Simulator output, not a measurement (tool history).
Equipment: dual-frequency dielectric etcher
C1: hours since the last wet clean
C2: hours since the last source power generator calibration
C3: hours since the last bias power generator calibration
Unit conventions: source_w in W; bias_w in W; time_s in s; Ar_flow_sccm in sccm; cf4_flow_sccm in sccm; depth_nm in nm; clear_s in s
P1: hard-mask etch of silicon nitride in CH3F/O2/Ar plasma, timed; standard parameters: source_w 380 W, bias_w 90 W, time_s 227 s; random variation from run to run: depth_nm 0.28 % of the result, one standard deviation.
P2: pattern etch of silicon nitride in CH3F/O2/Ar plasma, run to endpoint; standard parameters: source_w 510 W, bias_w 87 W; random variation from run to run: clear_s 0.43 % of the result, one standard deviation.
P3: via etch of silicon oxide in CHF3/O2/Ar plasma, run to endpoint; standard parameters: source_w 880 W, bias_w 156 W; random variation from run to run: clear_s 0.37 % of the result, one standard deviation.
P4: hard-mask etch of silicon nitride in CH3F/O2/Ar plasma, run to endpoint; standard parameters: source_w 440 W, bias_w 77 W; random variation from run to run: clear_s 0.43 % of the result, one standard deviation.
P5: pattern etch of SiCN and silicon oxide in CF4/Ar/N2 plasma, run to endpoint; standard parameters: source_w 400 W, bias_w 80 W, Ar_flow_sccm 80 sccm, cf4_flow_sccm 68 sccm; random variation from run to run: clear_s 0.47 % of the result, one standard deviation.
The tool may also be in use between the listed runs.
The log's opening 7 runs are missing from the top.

run 8 hour=51.3 | process=P1 source_w=550 bias_w=90 time_s=227 | C1=355.4 C2=678 C3=583.8 | depth_nm=189.87
run 9 hour=60.5 | process=P1 source_w=380 bias_w=90 time_s=299 | C1=364.6 C2=687.2 C3=593 | depth_nm=219.77
run 10 hour=68.4 | process=P5 source_w=500 bias_w=80 Ar_flow_sccm=80 cf4_flow_sccm=68 | C1=372.5 C2=695.1 C3=600.9 | clear_s=12.007
run 11 hour=76.1 | process=P4 source_w=580 bias_w=77 | C1=380.2 C2=702.8 C3=608.6 | clear_s=56.813
run 12 hour=81.7 | process=P3 source_w=880 bias_w=95 | C1=385.8 C2=708.4 C3=614.2 | clear_s=309.27
run 13 hour=86.3 | process=P1 source_w=380 bias_w=118 time_s=227 | C1=390.4 C2=713 C3=618.8 | depth_nm=184.03
run 14 hour=90.5 | process=P1 source_w=380 bias_w=90 time_s=227 | C1=394.6 C2=717.2 C3=623 | depth_nm=165.86
run 15 hour=97.8 | process=P3 source_w=880 bias_w=156 | C1=401.9 C2=724.5 C3=630.3 | clear_s=266.23
run 16 hour=103.8 | process=P3 source_w=610 bias_w=156 | C1=407.9 C2=730.5 C3=636.3 | clear_s=308.32
run 17 hour=108.1 | process=P5 source_w=400 bias_w=80 Ar_flow_sccm=80 cf4_flow_sccm=52 | C1=412.2 C2=734.8 C3=640.6 | clear_s=15.18
run 18 hour=115.7 | process=P2 source_w=510 bias_w=61 | C1=419.8 C2=742.4 C3=648.2 | clear_s=34.049
run 19 hour=125.4 | process=P4 source_w=440 bias_w=77 | C1=429.5 C2=752.1 C3=657.9 | clear_s=63.684
run 20 hour=133 | process=P1 source_w=380 bias_w=107 time_s=180.5 | C1=437.1 C2=759.7 C3=665.5 | depth_nm=141.56
run 21 hour=139.7 | process=P1 source_w=380 bias_w=90 time_s=227 | C1=443.8 C2=766.4 C3=672.2 | depth_nm=167.41
run 22 hour=146.4 | process=P2 source_w=510 bias_w=87 | C1=450.5 C2=773.1 C3=678.9 | clear_s=30.422

What does the tool deliver on the next run?
run 23 hour=154 | process=P4 source_w=440 bias_w=54 | C1=458.1 C2=780.7 C3=686.5 | clear_s=?

{"run 23": {"clear_s": 72.063}}
